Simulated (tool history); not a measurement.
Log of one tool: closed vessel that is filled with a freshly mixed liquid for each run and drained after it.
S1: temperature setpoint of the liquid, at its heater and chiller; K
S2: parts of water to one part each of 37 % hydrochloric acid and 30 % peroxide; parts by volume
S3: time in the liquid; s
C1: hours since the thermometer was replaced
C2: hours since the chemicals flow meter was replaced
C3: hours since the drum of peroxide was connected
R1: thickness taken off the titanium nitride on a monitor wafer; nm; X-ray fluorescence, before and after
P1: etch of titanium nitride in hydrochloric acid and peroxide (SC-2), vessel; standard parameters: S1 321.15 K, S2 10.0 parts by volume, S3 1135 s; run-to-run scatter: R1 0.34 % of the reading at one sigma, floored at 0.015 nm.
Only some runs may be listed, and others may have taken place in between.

| run | day | S1 | S2 | S3 | C1 | C2 | C3 | R1 |
|---|---|---|---|---|---|---|---|---|
| 1 | 0.138 | 321.15 | 10.0 | 1135 | 769.2 | 1241.0 | 1039.4 | 14.2810 |
| 2 | 0.217 | 308.65 | 10.0 | 1135 | 771.1 | 1242.9 | 1041.3 | 5.8815 |
| 3 | 0.367 | 321.15 | 10.0 | 1135 | 774.7 | 1246.5 | 1044.9 | 14.3010 |
| 4 | 0.458 | 321.15 | 15.5 | 1135 | 776.9 | 1248.7 | 1047.1 | 9.7807 |
| 5 | 0.571 | 329.15 | 10.0 | 1135 | 779.6 | 1251.4 | 1049.8 | 24.2330 |
| 6 | 0.675 | 321.15 | 10.0 | 600 | 782.1 | 1253.9 | 1052.3 | 7.5208 |
| 7 | 0.783 | 321.15 | 4.0 | 1135 | 784.7 | 1256.5 | 1054.9 | 28.4810 |
|  | 0.912 | new drum of peroxide connected |
| 8 | 0.954 | 321.15 | 10.0 | 1135 | 788.8 | 1260.6 | 1.0 | 14.2120 |
| 9 | 1.117 | 321.15 | 10.0 | 2220 | 792.7 | 1264.5 | 4.9 | 27.9160 |
| 10 | 1.254 | 321.15 | 10.0 | 1135 | 796.0 | 1267.8 | 8.2 | 14.2210 |
| 11 | 1.412 | 332.65 | 16.0 | 1135 | 799.8 | 1271.6 | 12.0 | 20.0020 |
| 12 | 1.521 | 321.15 | 10.0 | 1135 | 802.4 | 1274.2 | 14.6 | 14.2730 |
|  | 1.596 | thermometer replaced |
| 13 | 1.688 | 321.15 | 10.0 | 1135 | 2.2 | 1278.2 | 18.6 | 14.2780 |
| 14 | 1.783 | 321.15 | 10.0 | 1135 | 4.5 | 1280.5 | 20.9 | 14.2760 |
| 15 | 1.938 | 321.15 | 10.0 | 1135 | 8.2 | 1284.2 | 24.6 | 13.7150 |
| 16 | 2.108 | 321.15 | 10.0 | 1135 | 12.3 | 1288.3 | 28.7 | 13.3510 |

For run 17, what comes out?
| 17 | 2.233 | 321.15 | 10.0 | 1135 | 15.3 | 1291.3 | 31.7 | ? |

{"run 17": {"R1": 13.244}}

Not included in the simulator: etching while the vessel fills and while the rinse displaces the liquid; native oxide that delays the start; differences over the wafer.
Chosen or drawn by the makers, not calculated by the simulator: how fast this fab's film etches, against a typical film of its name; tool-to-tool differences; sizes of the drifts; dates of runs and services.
